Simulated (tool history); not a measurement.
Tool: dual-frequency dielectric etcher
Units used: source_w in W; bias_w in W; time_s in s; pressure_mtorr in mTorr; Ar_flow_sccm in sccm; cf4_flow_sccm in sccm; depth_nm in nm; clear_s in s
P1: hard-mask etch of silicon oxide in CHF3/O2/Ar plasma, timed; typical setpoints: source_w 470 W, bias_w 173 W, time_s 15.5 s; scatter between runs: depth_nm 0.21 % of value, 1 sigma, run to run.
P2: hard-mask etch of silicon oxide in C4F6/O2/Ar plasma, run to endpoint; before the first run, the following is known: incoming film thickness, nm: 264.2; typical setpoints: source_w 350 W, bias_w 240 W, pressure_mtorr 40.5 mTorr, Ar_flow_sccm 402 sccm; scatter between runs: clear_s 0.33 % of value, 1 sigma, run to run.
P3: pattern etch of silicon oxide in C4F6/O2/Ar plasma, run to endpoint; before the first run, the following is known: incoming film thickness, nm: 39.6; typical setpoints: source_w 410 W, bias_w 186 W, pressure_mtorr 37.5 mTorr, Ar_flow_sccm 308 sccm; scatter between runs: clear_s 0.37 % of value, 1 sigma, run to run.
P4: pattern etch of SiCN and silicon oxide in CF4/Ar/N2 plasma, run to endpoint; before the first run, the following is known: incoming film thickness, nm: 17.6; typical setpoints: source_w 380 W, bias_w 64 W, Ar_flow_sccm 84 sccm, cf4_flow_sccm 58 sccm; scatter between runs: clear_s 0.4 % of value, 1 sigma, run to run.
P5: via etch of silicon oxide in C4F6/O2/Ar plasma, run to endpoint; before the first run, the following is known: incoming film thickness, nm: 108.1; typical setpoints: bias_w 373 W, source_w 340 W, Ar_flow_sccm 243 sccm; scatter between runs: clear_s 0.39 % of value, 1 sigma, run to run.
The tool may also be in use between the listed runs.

run	hour	process	source_w	bias_w	time_s	pressure_mtorr	Ar_flow_sccm	cf4_flow_sccm	hours since the last wet clean	hours since the last source power generator calibration	hours since the last bias power generator calibration	depth_nm	clear_s
1	3.3	P1	470	173	15.5				384.3	335.3	1984	27.235	
2	7.2	P3	410	186		37.5	308		388.2	339.2	1987.9		13.27
3	10.7	P1	610	173	15.5				391.7	342.7	1991.4	30.024	
4	16.3	P5	340	373			243		397.3	348.3	1997		27.476
5	19.7	P2	350	240		40.5	256		400.7	351.7	2000.4		82.863
6	27.1	P1	470	173	15.5				408.1	359.1	2007.8	27.303	
7	32.4	P2	260	240		40.5	402		413.4	364.4	2013.1		96.526
8	37.2	P5	340	373			243		418.2	369.2	2017.9		27.561
9	40.6	P4	380	64			84	35	421.6	372.6	2021.3		27.513
10	44.4	P1	630	173	10.5				425.4	376.4	2025.1	20.707	
11	51.3	P5	270	373			243		432.3	383.3	2032		29.848
12	58.6	P4	380	87			84	58	439.6	390.6	2039.3		22.909
13	66.2	P3	410	186		37.5	308		447.2	398.2	2046.9		13.308
14	71.7	P3	410	186		37.5	375		452.7	403.7	2052.4		13.539
15	78.6	P3	410	186		46	308		459.6	410.6	2059.3		13.607
16	83.4	P1	470	173	15.5				464.4	415.4	2064.1	27.18	
17	87.6	P3	320	186		37.5	308		468.6	419.6	2068.3		14.562
18	93	P1	470	173	15.5				474	425	2073.7	27.198	
19	97.5	P2	350	240		40.5	402		478.5	429.5	2078.2		86.673
20	103.3	P4	380	64			84	58	484.3	435.3	2084		25.445
21	108.2	P5	340	274			243		489.2	440.2	2088.9		30.577
22	113.5	P1	470	107	15.5				494.5	445.5	2094.2	23.338	
23	116.9	P2	350	240		26.5	402		497.9	448.9	2097.6		82.682
24	124.3	P1	470	173	22.5				505.3	456.3	2105	39.591	
25	131.2	P1	470	173	9.5				512.2	463.2	2111.9	16.704	
26	135.6	P4	380	64			53	58	516.6	467.6	2116.3		23.825
27	141.9	P2	350	163		40.5	402		522.9	473.9	2122.6		98.03
28	145.7	P3	410	220		37.5	308		526.7	477.7	2126.4		12.599
29	150.1	P1	380	173	15.5				531.1	482.1	2130.8	25.138	
30	155.2	P5	340	373			345		536.2	487.2	2135.9		28.543
# hour 159: bias power generator calibrated
31	159.3	P4	530	64			84	58	540.3	491.3	0.4		19.101
32	164.1	P1	470	173	15.5				545.1	496.1	5.2	27.29	
33	170.5	P1	470	210	15.5				551.5	502.5	11.6	29.11	
34	175.1	P4	380	64			84	58	556.1	507.1	16.2		25.38
35	179.3	P1	470	173	15.5				560.3	511.3	20.4	27.292	
36	183.3	P1	470	173	15.5				564.3	515.3	24.4	27.438	
37	190	P1	470	173	15.5				571	522	31.1	27.593	
38	195.7	P1	470	173	15.5				576.7	527.7	36.8	27.723	
39	201.1	P1	470	173	15.5				582.1	533.1	42.2	27.674	
# hour 203.3: wet clean of the chamber
40	206.3	P1	470	173	15.5				3	538.3	47.4	27.802	
41	213.6	P1	470	173	15.5				10.3	545.6	54.7	27.716	

What P1 gives has crept off from where it sat before. The 2 causes that follow fit the log equally well, each at the size noted:
A: bias power that arrives over what is set, % = 4.89
B: source power that arrives over what is set, % = 4.36
At approximately hour 179.3, the process output began to creep.
Every other cause this tool's parts could produce, and why it does not fit the log:
chamber walls in a state that raises the etch rate, %: work on it at hour 203.3, done after the drift set in, did not restore what the process gave before

4 check runs are offered, each on 2 wafers whose results are averaged, their results left as question marks. Which one tells the causes apart?
check 1	220.9	P5	340	373			243						?
check 2	220.9	P4	380	64			84	58					?
check 3	220.9	P3	410	186		37.5	308						?
check 4	220.9	P2	350	240		40.5	402						?

Check results expected under each cause:
check	result	if A	if B
check 1	clear_s	26.945	26.982
check 2	clear_s	25.048	24.51
check 3	clear_s	13.052	13.034
check 4	clear_s	85.242	85.234
Gap, in per cent, between the two causes that each check separates least, read from the result that separates them most: check 1 0.14 %; check 2 2.17 %; check 3 0.14 %; check 4 0.01 %
The causes can be told apart only by check 2. The other checks would give nearly the same results under each of them.

With check 2 done, the readings were: clear_s 24.903 s. Identify which of the listed causes applies.

The correct cause is A, namely: bias power that arrives over what is set, %.
